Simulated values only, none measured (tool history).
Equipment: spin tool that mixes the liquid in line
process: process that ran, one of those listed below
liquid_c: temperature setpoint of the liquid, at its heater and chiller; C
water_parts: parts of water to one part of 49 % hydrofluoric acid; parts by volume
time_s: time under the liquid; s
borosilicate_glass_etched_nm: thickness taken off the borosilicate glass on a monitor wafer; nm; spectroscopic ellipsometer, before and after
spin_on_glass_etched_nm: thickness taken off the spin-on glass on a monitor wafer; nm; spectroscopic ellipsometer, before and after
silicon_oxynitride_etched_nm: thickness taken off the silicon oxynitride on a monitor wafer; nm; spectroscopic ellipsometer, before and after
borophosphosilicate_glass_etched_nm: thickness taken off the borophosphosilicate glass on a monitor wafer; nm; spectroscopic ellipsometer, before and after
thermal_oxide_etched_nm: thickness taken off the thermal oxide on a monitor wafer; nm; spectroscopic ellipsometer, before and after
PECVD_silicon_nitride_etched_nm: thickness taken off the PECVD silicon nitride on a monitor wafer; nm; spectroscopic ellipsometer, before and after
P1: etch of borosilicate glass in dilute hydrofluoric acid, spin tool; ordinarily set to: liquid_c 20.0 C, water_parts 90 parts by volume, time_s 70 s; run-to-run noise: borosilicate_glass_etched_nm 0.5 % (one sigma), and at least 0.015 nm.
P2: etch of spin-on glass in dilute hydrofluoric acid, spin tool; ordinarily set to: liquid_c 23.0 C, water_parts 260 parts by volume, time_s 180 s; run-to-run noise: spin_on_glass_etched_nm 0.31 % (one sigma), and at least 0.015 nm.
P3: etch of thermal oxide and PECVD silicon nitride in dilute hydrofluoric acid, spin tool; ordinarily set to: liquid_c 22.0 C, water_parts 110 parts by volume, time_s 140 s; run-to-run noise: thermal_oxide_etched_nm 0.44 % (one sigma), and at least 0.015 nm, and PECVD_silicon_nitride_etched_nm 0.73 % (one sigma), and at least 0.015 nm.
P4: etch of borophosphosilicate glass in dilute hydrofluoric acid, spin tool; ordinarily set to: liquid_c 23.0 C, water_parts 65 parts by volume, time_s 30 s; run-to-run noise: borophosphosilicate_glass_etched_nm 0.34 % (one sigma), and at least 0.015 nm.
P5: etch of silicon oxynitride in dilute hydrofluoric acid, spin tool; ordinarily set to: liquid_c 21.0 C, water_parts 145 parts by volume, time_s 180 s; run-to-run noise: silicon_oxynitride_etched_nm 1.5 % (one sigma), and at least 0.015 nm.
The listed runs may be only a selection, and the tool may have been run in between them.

run,day,process,liquid_c,water_parts,time_s,hours since the thermometer was replaced,hours since the hydrofluoric acid flow meter was replaced,borosilicate_glass_etched_nm,spin_on_glass_etched_nm,silicon_oxynitride_etched_nm,borophosphosilicate_glass_etched_nm,thermal_oxide_etched_nm,PECVD_silicon_nitride_etched_nm
1,0.542,P1,20.0,90,70,614.8,959.7,15.9290,,,,,
2,1.062,P2,23.0,45,180,627.3,972.2,,93.062,,,,
3,1.442,P1,20.0,90,70,636.4,981.3,16.0970,,,,,
4,1.717,P1,20.0,160,70,643.0,987.9,8.4228,,,,,
5,2.142,P5,26.0,145,180,653.2,998.1,,,2.1714,,,
6,2.479,P4,23.0,20,30,661.3,1006.2,,,,92.155,,
7,2.762,P1,20.0,90,110,668.1,1013.0,24.8940,,,,,
8,3.117,P1,17.0,90,70,676.6,1021.5,14.0140,,,,,
9,3.371,P1,17.0,90,100,682.7,1027.6,20.0930,,,,,
10,3.725,P1,20.0,90,15,691.2,1036.1,3.4509,,,,,
11,4.254,P4,23.0,65,15,703.9,1048.8,,,,13.313,,
12,4.758,P1,20.0,90,70,716.0,1060.9,15.8760,,,,,
13,5.017,P1,20.0,90,70,722.2,1067.1,15.9860,,,,,
14,5.371,P4,23.0,65,30,730.7,1075.6,,,,26.682,,
15,5.696,P5,21.0,145,180,738.5,1083.4,,,1.6747,,,
16,6.062,P4,23.0,65,30,747.3,1092.2,,,,26.659,,
17,6.550,P2,30.5,260,180,759.0,1103.9,,16.379,,,,
18,7.008,P4,28.5,65,30,770.0,1114.9,,,,33.332,,
19,7.362,P1,20.0,125,95,778.5,1123.4,14.9610,,,,,
20,7.712,P1,17.0,50,70,786.9,1131.8,26.5820,,,,,
21,8.196,P1,20.0,40,70,798.5,1143.4,37.5830,,,,,
22,8.729,P1,20.0,90,70,811.3,1156.2,15.8880,,,,,
23,9.146,P2,23.0,260,180,821.3,1166.2,,12.631,,,,
24,9.421,P3,22.0,110,270,827.9,1172.8,,,,,10.02,6.4396

What does the tool deliver on the next run?
# day 9.554: hydrofluoric acid flow meter replaced
25,9.708,P2,23.0,260,180,834.8,3.7,,?,,,,

{"run 25": {"spin_on_glass_etched_nm": 12.597}}
